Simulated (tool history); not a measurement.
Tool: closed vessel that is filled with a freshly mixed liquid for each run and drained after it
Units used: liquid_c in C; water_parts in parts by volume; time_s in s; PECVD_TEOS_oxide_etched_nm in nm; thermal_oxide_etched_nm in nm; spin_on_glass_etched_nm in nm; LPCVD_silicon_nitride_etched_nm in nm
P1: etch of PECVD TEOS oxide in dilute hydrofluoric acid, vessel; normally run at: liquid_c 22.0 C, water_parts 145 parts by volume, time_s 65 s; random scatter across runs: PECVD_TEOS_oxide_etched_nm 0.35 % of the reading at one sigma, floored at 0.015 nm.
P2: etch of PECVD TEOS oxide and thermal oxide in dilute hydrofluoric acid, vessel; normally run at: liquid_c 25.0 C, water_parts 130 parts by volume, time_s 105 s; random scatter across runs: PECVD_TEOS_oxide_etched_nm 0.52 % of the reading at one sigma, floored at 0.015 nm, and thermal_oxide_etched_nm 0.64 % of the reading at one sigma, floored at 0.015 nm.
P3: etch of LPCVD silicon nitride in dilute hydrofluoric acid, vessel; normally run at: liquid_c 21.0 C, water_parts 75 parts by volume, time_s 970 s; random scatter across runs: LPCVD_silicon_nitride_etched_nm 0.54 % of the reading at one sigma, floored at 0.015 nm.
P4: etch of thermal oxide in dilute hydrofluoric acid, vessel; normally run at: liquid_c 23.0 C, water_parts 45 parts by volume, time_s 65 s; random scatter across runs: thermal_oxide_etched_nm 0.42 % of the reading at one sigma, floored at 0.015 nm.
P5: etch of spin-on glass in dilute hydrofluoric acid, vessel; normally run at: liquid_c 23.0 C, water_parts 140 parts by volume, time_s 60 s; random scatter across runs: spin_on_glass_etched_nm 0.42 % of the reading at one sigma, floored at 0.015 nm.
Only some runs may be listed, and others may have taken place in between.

run,day,process,liquid_c,water_parts,time_s,hours since the thermometer was replaced,hours since the hydrofluoric acid flow meter was replaced,PECVD_TEOS_oxide_etched_nm,thermal_oxide_etched_nm,spin_on_glass_etched_nm,LPCVD_silicon_nitride_etched_nm
1,0.175,P1,22.0,145,65,267.0,723.5,10.3170,,,
2,0.388,P2,25.0,130,105,272.1,728.6,22.8570,3.7815,,
3,0.571,P4,23.0,45,65,276.5,733.0,,6.9824,,
4,0.788,P1,29.0,145,65,281.7,738.2,13.4490,,,
5,0.954,P2,19.0,130,105,285.7,742.2,18.0750,3.0296,,
6,1.096,P1,22.0,145,65,289.1,745.6,10.3480,,,
7,1.279,P4,18.5,45,65,293.5,750.0,,5.8002,,
8,1.454,P5,23.0,80,60,297.7,754.2,,,22.5250,
9,1.650,P5,30.0,140,60,302.4,758.9,,,15.5300,
10,1.796,P4,23.0,45,65,305.9,762.4,,6.9507,,
11,1.904,P1,22.0,95,35,308.5,765.0,8.8858,,,
12,2.038,P1,22.0,145,65,311.7,768.2,10.3140,,,
13,2.154,P1,17.0,145,65,314.5,771.0,8.3714,,,
14,2.262,P3,21.0,115,970,317.1,773.6,,,,3.32990
15,2.388,P5,23.0,140,60,320.1,776.6,,,11.9710,
16,2.583,P3,21.0,75,970,324.8,781.3,,,,5.06930
17,2.762,P1,22.0,215,65,329.1,785.6,6.4326,,,
18,2.950,P1,22.0,75,105,333.6,790.1,34.7140,,,
19,3.079,P2,25.0,130,105,336.7,793.2,22.8520,3.8110,,
20,3.267,P1,22.0,145,65,341.2,797.7,10.3100,,,
21,3.446,P5,23.0,140,30,345.5,802.0,,,5.9797,
22,3.654,P1,22.0,145,65,350.5,807.0,10.3070,,,
23,3.862,P4,23.0,70,65,355.5,812.0,,4.3384,,
24,4.029,P1,22.0,145,65,359.5,816.0,10.3500,,,
25,4.138,P1,18.0,145,30,362.1,818.6,4.0562,,,
26,4.275,P3,17.0,75,970,365.4,821.9,,,,3.83830
27,4.392,P1,22.0,145,120,368.2,824.7,18.9470,,,
28,4.588,P1,22.0,145,30,372.9,829.4,4.7341,,,
29,4.783,P3,21.0,75,970,377.6,834.1,,,,5.13970
30,4.988,P4,23.0,45,110,382.5,839.0,,11.8270,,
31,5.150,P2,25.0,220,105,386.4,842.9,12.1930,2.0370,,
32,5.338,P2,25.0,130,45,390.9,847.4,9.8186,1.6518,,
33,5.512,P1,22.0,40,65,395.1,851.6,41.9750,,,
34,5.696,P3,21.0,75,135,399.5,856.0,,,,0.73022
35,5.879,P1,22.0,145,65,403.9,860.4,10.2060,,,
36,6.096,P1,22.0,145,65,409.1,865.6,9.8937,,,
37,6.208,P1,22.0,145,65,411.8,868.3,9.7701,,,
38,6.350,P1,22.0,145,65,415.2,871.7,9.7005,,,
39,6.467,P1,22.0,145,65,418.0,874.5,9.7337,,,
40,6.588,P1,22.0,145,65,420.9,877.4,9.6597,,,
41,6.762,P1,22.0,145,65,425.1,881.6,9.7387,,,

The log shows P1 creeping away from where it was. Any of the 2 causes listed here, at the size stated for it, fits the log just as well as the others:
A: liquid colder than its thermometer reads (K) = 1.53
B: hydrofluoric acid flow below the setpoint (%) = 5.04
The process output started creeping at around day 5.879.

Listed below are the offered check runs, one wafer per run, with question marks in place of results. For which of them would the causes give clearly different outcomes?
check 1,6.938,P2,25.0,130,105,,,?,?,,
check 2,6.938,P4,23.0,45,65,,,,?,,
check 3,6.938,P3,21.0,75,970,,,,,,?
check 4,6.938,P5,23.0,140,60,,,,,?,

Check results expected under each cause:
check,result,if A,if B
check 1,PECVD_TEOS_oxide_etched_nm,21.6740,21.6560
check 1,thermal_oxide_etched_nm,3.5877,3.5848
check 2,thermal_oxide_etched_nm,6.5460,6.6067
check 3,LPCVD_silicon_nitride_etched_nm,4.57930,4.83560
check 4,spin_on_glass_etched_nm,11.2720,11.2710
Minimum pairwise separation of causes per check, each pair taken at its best-separating result: check 1 0.08 %; check 2 0.92 %; check 3 5.44 %; check 4 0.01 %
Check 3 distinguishes between the causes, while the remaining checks would return nearly the same result for all of them.

Check 3 was then run and gave: LPCVD_silicon_nitride_etched_nm 4.82830 nm. Which cause is it?

It was cause B: hydrofluoric acid flow below the setpoint (%).
